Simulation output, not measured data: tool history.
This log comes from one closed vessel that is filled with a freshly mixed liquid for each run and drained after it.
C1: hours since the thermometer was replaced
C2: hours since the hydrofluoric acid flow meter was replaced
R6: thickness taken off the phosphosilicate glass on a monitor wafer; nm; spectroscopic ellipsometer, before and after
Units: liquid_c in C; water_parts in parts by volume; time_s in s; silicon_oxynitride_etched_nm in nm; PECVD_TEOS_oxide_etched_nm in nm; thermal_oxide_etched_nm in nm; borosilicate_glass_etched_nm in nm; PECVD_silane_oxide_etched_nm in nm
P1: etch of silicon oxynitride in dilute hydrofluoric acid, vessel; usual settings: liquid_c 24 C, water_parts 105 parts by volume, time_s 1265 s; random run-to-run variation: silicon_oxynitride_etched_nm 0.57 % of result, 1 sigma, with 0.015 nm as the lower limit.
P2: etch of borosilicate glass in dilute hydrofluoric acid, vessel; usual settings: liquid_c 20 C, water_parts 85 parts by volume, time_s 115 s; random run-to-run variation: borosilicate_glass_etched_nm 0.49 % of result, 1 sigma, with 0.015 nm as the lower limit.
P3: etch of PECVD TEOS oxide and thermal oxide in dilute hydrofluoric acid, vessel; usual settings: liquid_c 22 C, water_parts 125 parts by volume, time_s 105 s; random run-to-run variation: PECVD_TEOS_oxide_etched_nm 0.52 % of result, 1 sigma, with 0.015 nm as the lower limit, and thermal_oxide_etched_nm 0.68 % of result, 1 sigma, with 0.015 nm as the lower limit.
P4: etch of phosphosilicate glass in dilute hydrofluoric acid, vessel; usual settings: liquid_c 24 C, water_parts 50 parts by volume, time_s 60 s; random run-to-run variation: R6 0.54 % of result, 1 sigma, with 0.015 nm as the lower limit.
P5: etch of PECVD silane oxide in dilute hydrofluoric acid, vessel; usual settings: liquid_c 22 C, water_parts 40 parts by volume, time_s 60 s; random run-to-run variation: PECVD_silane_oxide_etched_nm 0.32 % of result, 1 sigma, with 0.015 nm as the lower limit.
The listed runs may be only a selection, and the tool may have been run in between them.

run 1 hour=15.6 | process=P1 liquid_c=24 water_parts=105 time_s=1265 | C1=350.7 C2=436.6 | silicon_oxynitride_etched_nm=42.352
run 2 hour=25.8 | process=P1 liquid_c=24 water_parts=105 time_s=1265 | C1=360.9 C2=446.8 | silicon_oxynitride_etched_nm=42.008
run 3 hour=40.5 | process=P3 liquid_c=22 water_parts=125 time_s=105 | C1=375.6 C2=461.5 | PECVD_TEOS_oxide_etched_nm=8.3259 thermal_oxide_etched_nm=3.6804
run 4 hour=56 | process=P2 liquid_c=20 water_parts=85 time_s=115 | C1=391.1 C2=477 | borosilicate_glass_etched_nm=23.584
run 5 hour=70.9 | process=P3 liquid_c=22 water_parts=125 time_s=105 | C1=406 C2=491.9 | PECVD_TEOS_oxide_etched_nm=8.3791 thermal_oxide_etched_nm=3.6386
run 6 hour=79.4 | process=P5 liquid_c=22 water_parts=40 time_s=30 | C1=414.5 C2=500.4 | PECVD_silane_oxide_etched_nm=28.007
run 7 hour=95.3 | process=P1 liquid_c=24 water_parts=185 time_s=1265 | C1=430.4 C2=516.3 | silicon_oxynitride_etched_nm=22.716
run 8 hour=110.1 | process=P1 liquid_c=20 water_parts=105 time_s=1265 | C1=445.2 C2=531.1 | silicon_oxynitride_etched_nm=35.043
-- hour=121.3 thermometer replaced
run 9 hour=123.9 | process=P4 liquid_c=24 water_parts=50 time_s=60 | C1=2.6 C2=544.9 | R6=109.49
run 10 hour=135 | process=P1 liquid_c=24 water_parts=105 time_s=2495 | C1=13.7 C2=556 | silicon_oxynitride_etched_nm=83.242
run 11 hour=146.8 | process=P2 liquid_c=20 water_parts=85 time_s=115 | C1=25.5 C2=567.8 | borosilicate_glass_etched_nm=23.634
run 12 hour=163.4 | process=P1 liquid_c=24 water_parts=185 time_s=2105 | C1=42.1 C2=584.4 | silicon_oxynitride_etched_nm=37.537
run 13 hour=175.7 | process=P3 liquid_c=22 water_parts=125 time_s=30 | C1=54.4 C2=596.7 | PECVD_TEOS_oxide_etched_nm=2.3726 thermal_oxide_etched_nm=1.036
run 14 hour=187.3 | process=P1 liquid_c=28.5 water_parts=105 time_s=1265 | C1=66 C2=608.3 | silicon_oxynitride_etched_nm=51.975
run 15 hour=198.2 | process=P2 liquid_c=20 water_parts=30 time_s=115 | C1=76.9 C2=619.2 | borosilicate_glass_etched_nm=71.506
run 16 hour=212.8 | process=P3 liquid_c=28.5 water_parts=125 time_s=105 | C1=91.5 C2=633.8 | PECVD_TEOS_oxide_etched_nm=10.586 thermal_oxide_etched_nm=4.6906
run 17 hour=220.2 | process=P5 liquid_c=22 water_parts=40 time_s=60 | C1=98.9 C2=641.2 | PECVD_silane_oxide_etched_nm=56.103
run 18 hour=229.6 | process=P1 liquid_c=20 water_parts=170 time_s=1265 | C1=108.3 C2=650.6 | silicon_oxynitride_etched_nm=20.334
run 19 hour=238.3 | process=P4 liquid_c=17 water_parts=50 time_s=60 | C1=117 C2=659.3 | R6=81.729
run 20 hour=249.3 | process=P1 liquid_c=24 water_parts=35 time_s=1265 | C1=128 C2=670.3 | silicon_oxynitride_etched_nm=134.41
run 21 hour=259.6 | process=P4 liquid_c=24 water_parts=20 time_s=60 | C1=138.3 C2=680.6 | R6=284.94
run 22 hour=274.4 | process=P1 liquid_c=31.5 water_parts=60 time_s=1265 | C1=153.1 C2=695.4 | silicon_oxynitride_etched_nm=109.5
run 23 hour=282 | process=P1 liquid_c=24 water_parts=105 time_s=55 | C1=160.7 C2=703 | silicon_oxynitride_etched_nm=1.8258
run 24 hour=295.4 | process=P4 liquid_c=24 water_parts=50 time_s=30 | C1=174.1 C2=716.4 | R6=55.054
run 25 hour=308.4 | process=P5 liquid_c=17 water_parts=40 time_s=60 | C1=187.1 C2=729.4 | PECVD_silane_oxide_etched_nm=45.347

Estimate the outcome of run 26 from the log above:
run 26 hour=324.6 | process=P1 liquid_c=24 water_parts=105 time_s=1265 | C1=203.3 C2=745.6 | silicon_oxynitride_etched_nm=?

silicon_oxynitride_etched_nm: 42.257 nm

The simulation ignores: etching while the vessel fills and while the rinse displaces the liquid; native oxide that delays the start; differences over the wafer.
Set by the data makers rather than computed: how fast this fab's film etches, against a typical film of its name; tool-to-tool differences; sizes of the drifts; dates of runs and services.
